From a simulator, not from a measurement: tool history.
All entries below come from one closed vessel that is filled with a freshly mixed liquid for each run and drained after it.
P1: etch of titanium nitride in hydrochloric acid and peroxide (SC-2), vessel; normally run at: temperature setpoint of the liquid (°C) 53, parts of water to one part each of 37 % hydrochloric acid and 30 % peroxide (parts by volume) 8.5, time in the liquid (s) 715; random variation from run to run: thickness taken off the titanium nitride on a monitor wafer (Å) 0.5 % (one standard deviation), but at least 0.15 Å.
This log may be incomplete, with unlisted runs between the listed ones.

run    day  temperature setpoint of the liquid (°C)  parts of water to one part each of 37 % hydrochloric acid and 30 % peroxide (parts by volume)  time in the liquid (s)  hours since the thermometer was replaced  hours since the chemicals flow meter was replaced  hours since the drum of peroxide was connected  thickness taken off the titanium nitride on a monitor wafer (Å)
  1  0.325                                       53                                                                                            8.5                     715                                     504.1                                                861                                             273                                                           217.97
  2  0.933                                       53                                                                                            8.5                    1335                                     518.7                                              875.6                                           287.6                                                           407.72
  3  1.654                                       53                                                                                            8.5                     715                                       536                                              892.9                                           304.9                                                           217.73
  4  2.325                                       53                                                                                            8.5                     715                                     552.1                                                909                                             321                                                           216.93
  5  2.817                                       53                                                                                            8.5                     715                                     563.9                                              920.8                                           332.8                                                           216.96
  6  3.388                                       53                                                                                            8.5                     715                                     577.6                                              934.5                                           346.5                                                           216.32
  7  4.033                                       44                                                                                            8.5                      55                                     593.1                                                950                                             362                                                             9.17
  8  4.696                                       53                                                                                           12.5                     715                                       609                                              965.9                                           377.9                                                           158.16
  9  5.304                                       53                                                                                            8.5                     220                                     623.6                                              980.5                                           392.5                                                            67.35
 10  6.025                                       53                                                                                              4                     715                                     640.9                                              997.8                                           409.8                                                            382.7
 11  6.488                                     66.5                                                                                            8.5                     715                                       652                                             1008.9                                           420.9                                                            508.2
 12  6.804                                     42.5                                                                                            8.5                     715                                     659.6                                             1016.5                                           428.5                                                           106.49
 13  7.142                                       53                                                                                            8.5                     715                                     667.7                                             1024.6                                           436.6                                                           217.53
 14  7.483                                       53                                                                                            8.5                     715                                     675.9                                             1032.8                                           444.8                                                              224

Expected results for the next run?
 15  8.004                                       53                                                                                            8.5                     715                                     688.4                                             1045.3                                           457.3                                                                ?

Run 15 measured thickness taken off the titanium nitride on a monitor wafer (Å) 232.87.
